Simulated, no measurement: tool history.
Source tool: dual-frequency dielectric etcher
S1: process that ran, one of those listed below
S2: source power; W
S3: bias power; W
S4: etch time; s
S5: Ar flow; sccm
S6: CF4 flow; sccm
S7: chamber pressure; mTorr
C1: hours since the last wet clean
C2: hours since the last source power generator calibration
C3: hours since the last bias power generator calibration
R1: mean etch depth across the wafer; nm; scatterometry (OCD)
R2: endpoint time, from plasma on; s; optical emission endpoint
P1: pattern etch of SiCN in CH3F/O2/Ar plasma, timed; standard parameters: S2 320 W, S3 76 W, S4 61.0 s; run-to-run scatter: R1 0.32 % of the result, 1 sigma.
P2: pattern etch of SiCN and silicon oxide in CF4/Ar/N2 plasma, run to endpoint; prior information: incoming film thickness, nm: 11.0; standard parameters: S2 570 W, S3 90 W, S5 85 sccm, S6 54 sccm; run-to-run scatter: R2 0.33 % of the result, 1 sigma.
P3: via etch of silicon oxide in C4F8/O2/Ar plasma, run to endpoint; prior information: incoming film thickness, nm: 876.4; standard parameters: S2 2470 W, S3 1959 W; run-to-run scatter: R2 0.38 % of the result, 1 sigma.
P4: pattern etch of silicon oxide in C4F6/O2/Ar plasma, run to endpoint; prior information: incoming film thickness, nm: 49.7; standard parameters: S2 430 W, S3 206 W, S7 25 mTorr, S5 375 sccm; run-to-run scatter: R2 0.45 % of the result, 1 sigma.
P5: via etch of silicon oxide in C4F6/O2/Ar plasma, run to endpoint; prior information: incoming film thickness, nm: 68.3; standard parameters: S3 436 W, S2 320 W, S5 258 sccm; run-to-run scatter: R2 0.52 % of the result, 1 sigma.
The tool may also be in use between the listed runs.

run,hour,S1,S2,S3,S4,S5,S6,S7,C1,C2,C3,R1,R2
1,3.7,P1,320,76,61.0,,,,218.9,935.6,2833.1,22.502,
2,6.9,P1,320,76,61.0,,,,222.1,938.8,2836.3,22.374,
3,11.4,P2,570,90,,85,54,,226.6,943.3,2840.8,,9.6215
4,16.1,P1,270,76,85.5,,,,231.3,948.0,2845.5,29.298,
5,18.3,P1,320,76,86.0,,,,233.5,950.2,2847.7,31.553,
6,21.1,P1,320,58,61.0,,,,236.3,953.0,2850.5,20.356,
7,23.5,P1,320,76,61.0,,,,238.7,955.4,2852.9,22.516,
8,27.8,P4,430,139,,375,,25,243.0,959.7,2857.2,,16.4850
9,30.0,P4,430,206,,273,,25,245.2,961.9,2859.4,,14.2640
10,33.3,P1,420,76,61.0,,,,248.5,965.2,2862.7,24.886,
11,36.2,P3,2470,1959,,,,,251.4,968.1,2865.6,,162.9700
12,39.3,P4,280,206,,375,,25,254.5,971.2,2868.7,,17.2560
13,43.4,P2,570,110,,85,54,,258.6,975.3,2872.8,,8.8974
14,47.7,P2,570,90,,85,54,,262.9,979.6,2877.1,,9.6395
15,50.0,P4,430,206,,375,,33,265.2,981.9,2879.4,,15.0070
16,53.7,P2,740,90,,85,54,,268.9,985.6,2883.1,,7.6027
17,56.9,P1,320,76,61.0,,,,272.1,988.8,2886.3,22.413,
18,59.8,P2,570,90,,104,54,,275.0,991.7,2889.2,,9.8216
19,62.1,P1,240,76,61.0,,,,277.3,994.0,2891.5,20.179,
20,64.3,P1,450,76,78.0,,,,279.5,996.2,2893.7,32.533,
21,67.5,P4,430,206,,375,,25,282.7,999.4,2896.9,,14.5600
22,70.2,P5,320,436,,258,,,285.4,1002.1,2899.6,,16.7970
23,72.4,P3,2470,1959,,,,,287.6,1004.3,2901.8,,163.1900
24,75.4,P5,320,436,,345,,,290.6,1007.3,2904.8,,17.3090
25,80.3,P1,320,76,44.5,,,,295.5,1012.2,2909.7,16.349,
26,85.0,P1,320,76,61.0,,,,300.2,1016.9,2914.4,22.288,
27,87.3,P1,320,92,61.0,,,,302.5,1019.2,2916.7,24.151,
28,91.3,P5,200,436,,258,,,306.5,1023.2,2920.7,,20.0060
29,95.9,P3,1720,1959,,,,,311.1,1027.8,2925.3,,188.0800
30,98.0,P3,2470,2710,,,,,313.2,1029.9,2927.4,,147.8200
31,102.5,P5,320,334,,258,,,317.7,1034.4,2931.9,,18.5330
32,106.4,P2,570,90,,85,72,,321.6,1038.3,2935.8,,9.2187
33,110.2,P1,320,76,61.0,,,,325.4,1042.1,2939.6,22.410,
34,112.8,P1,320,76,61.0,,,,328.0,1044.7,2942.2,22.458,
35,116.0,P1,320,76,61.0,,,,331.2,1047.9,2945.4,22.671,
36,118.8,P1,320,76,61.0,,,,334.0,1050.7,2948.2,22.590,
37,122.2,P1,320,76,61.0,,,,337.4,1054.1,2951.6,22.613,
38,126.5,P1,320,76,61.0,,,,341.7,1058.4,2955.9,22.785,
39,131.3,P1,320,76,61.0,,,,346.5,1063.2,2960.7,22.748,
# hour 131.5: wet clean of the chamber
40,134.5,P1,320,76,61.0,,,,3.0,1066.4,2963.9,22.907,

Expected results for the next run?
41,139.3,P1,320,76,61.0,,,,7.8,1071.2,2968.7,?,

Run 41 yielded R1 22.742 nm.

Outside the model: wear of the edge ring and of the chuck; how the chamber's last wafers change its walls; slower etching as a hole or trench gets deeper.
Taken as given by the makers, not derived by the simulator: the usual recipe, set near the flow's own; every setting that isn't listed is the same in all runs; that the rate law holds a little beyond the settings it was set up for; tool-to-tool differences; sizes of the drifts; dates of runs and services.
